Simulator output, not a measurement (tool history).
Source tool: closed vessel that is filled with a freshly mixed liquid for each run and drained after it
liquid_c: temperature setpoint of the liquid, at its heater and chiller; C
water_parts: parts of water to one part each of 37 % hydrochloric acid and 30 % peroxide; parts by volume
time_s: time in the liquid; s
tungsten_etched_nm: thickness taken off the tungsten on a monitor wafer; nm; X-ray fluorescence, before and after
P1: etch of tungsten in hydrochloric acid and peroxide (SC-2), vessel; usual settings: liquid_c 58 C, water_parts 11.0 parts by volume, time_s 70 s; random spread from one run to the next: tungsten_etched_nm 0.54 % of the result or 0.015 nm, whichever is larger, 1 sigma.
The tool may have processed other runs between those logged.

| run | hour | liquid_c | water_parts | time_s | hours since the thermometer was replaced | hours since the chemicals flow meter was replaced | hours since the drum of peroxide was connected | tungsten_etched_nm |
|---|---|---|---|---|---|---|---|---|
| 1 | 14.4 | 58 | 11.0 | 70 | 336.9 | 624.7 | 457.2 | 34.261 |
| 2 | 27.1 | 58 | 4.0 | 70 | 349.6 | 637.4 | 469.9 | 74.354 |
| 3 | 43.4 | 58 | 6.0 | 45 | 365.9 | 653.7 | 486.2 | 35.781 |
| 4 | 59.7 | 58 | 6.5 | 30 | 382.2 | 670.0 | 502.5 | 22.337 |
| 5 | 73.1 | 58 | 11.0 | 70 | 395.6 | 683.4 | 515.9 | 34.297 |
| 6 | 89.1 | 58 | 19.0 | 70 | 411.6 | 699.4 | 531.9 | 21.191 |
| 7 | 104.7 | 58 | 11.0 | 30 | 427.2 | 715.0 | 547.5 | 14.658 |
| 8 | 112.7 | 47 | 11.0 | 70 | 435.2 | 723.0 | 555.5 | 16.501 |
| 9 | 125.3 | 58 | 19.0 | 125 | 447.8 | 735.6 | 568.1 | 37.808 |
| 10 | 133.0 | 58 | 11.0 | 70 | 455.5 | 743.3 | 575.8 | 34.085 |
|  | 134.2 | thermometer replaced |
| 11 | 145.6 | 58 | 11.0 | 70 | 11.5 | 755.9 | 588.4 | 34.300 |
| 12 | 158.1 | 72 | 11.0 | 70 | 24.0 | 768.4 | 600.9 | 80.253 |
| 13 | 166.3 | 58 | 11.0 | 70 | 32.2 | 776.6 | 609.1 | 34.057 |
| 14 | 174.9 | 58 | 11.0 | 125 | 40.8 | 785.2 | 617.7 | 61.290 |
| 15 | 188.2 | 58 | 11.0 | 70 | 54.1 | 798.5 | 631.0 | 34.276 |
| 16 | 199.5 | 58 | 11.0 | 70 | 65.4 | 809.8 | 642.3 | 34.213 |
| 17 | 210.7 | 58 | 11.0 | 70 | 76.6 | 821.0 | 653.5 | 35.044 |
| 18 | 218.3 | 58 | 11.0 | 70 | 84.2 | 828.6 | 661.1 | 35.908 |
| 19 | 230.2 | 58 | 11.0 | 70 | 96.1 | 840.5 | 673.0 | 36.429 |
| 20 | 240.6 | 58 | 11.0 | 70 | 106.5 | 850.9 | 683.4 | 36.623 |
| 21 | 251.1 | 58 | 11.0 | 70 | 117.0 | 861.4 | 693.9 | 36.674 |
| 22 | 264.8 | 58 | 11.0 | 70 | 130.7 | 875.1 | 707.6 | 36.964 |
| 23 | 274.5 | 58 | 11.0 | 70 | 140.4 | 884.8 | 717.3 | 36.619 |
| 24 | 290.4 | 58 | 11.0 | 70 | 156.3 | 900.7 | 733.2 | 37.091 |
| 25 | 301.1 | 58 | 11.0 | 70 | 167.0 | 911.4 | 743.9 | 37.062 |

Compared with where it was, what P1 gives has crept away. Each cause listed below fits the log as well as the rest, at the size given for it:
A: chemicals flow above the setpoint (%) = 9.39
B: liquid hotter than its thermometer reads (K) = 1.2
At approximately hour 199.5, the process output began to creep.
Every other cause this tool's parts could produce, and why it does not fit the log:
peroxide weaker than its label (%): 8 at the very most, moving tungsten_etched_nm by -7.4 %, which is either too weak or the wrong sign

Which of the 4 check runs listed below, each an average over 5 wafers with its results shown as question marks, gives clearly different results under the different listed causes?
| check 1 | 311.8 | 58.0 | 11.0 | 125 |  |  |  | ? |
| check 2 | 311.8 | 58.0 | 18.0 | 100 |  |  |  | ? |
| check 3 | 311.8 | 72.0 | 11.0 | 35 |  |  |  | ? |
| check 4 | 311.8 | 48.5 | 4.0 | 70 |  |  |  | ? |

How each check would come out, cause by cause:
| check | result | if A | if B |
|---|---|---|---|
| check 1 | tungsten_etched_nm | 65.852 | 65.887 |
| check 2 | tungsten_etched_nm | 34.415 | 34.261 |
| check 3 | tungsten_etched_nm | 43.263 | 43.026 |
| check 4 | tungsten_etched_nm | 42.235 | 43.157 |
Separation of the two closest causes in each check, using whichever result separates them best: check 1 0.05 %; check 2 0.45 %; check 3 0.55 %; check 4 2.16 %
Check 4 distinguishes between the causes, while the remaining checks would return nearly the same result for all of them.

Running check 4 produced the following: tungsten_etched_nm 42.177 nm. Which one of the listed causes fits?

It is A: chemicals flow above the setpoint (%).
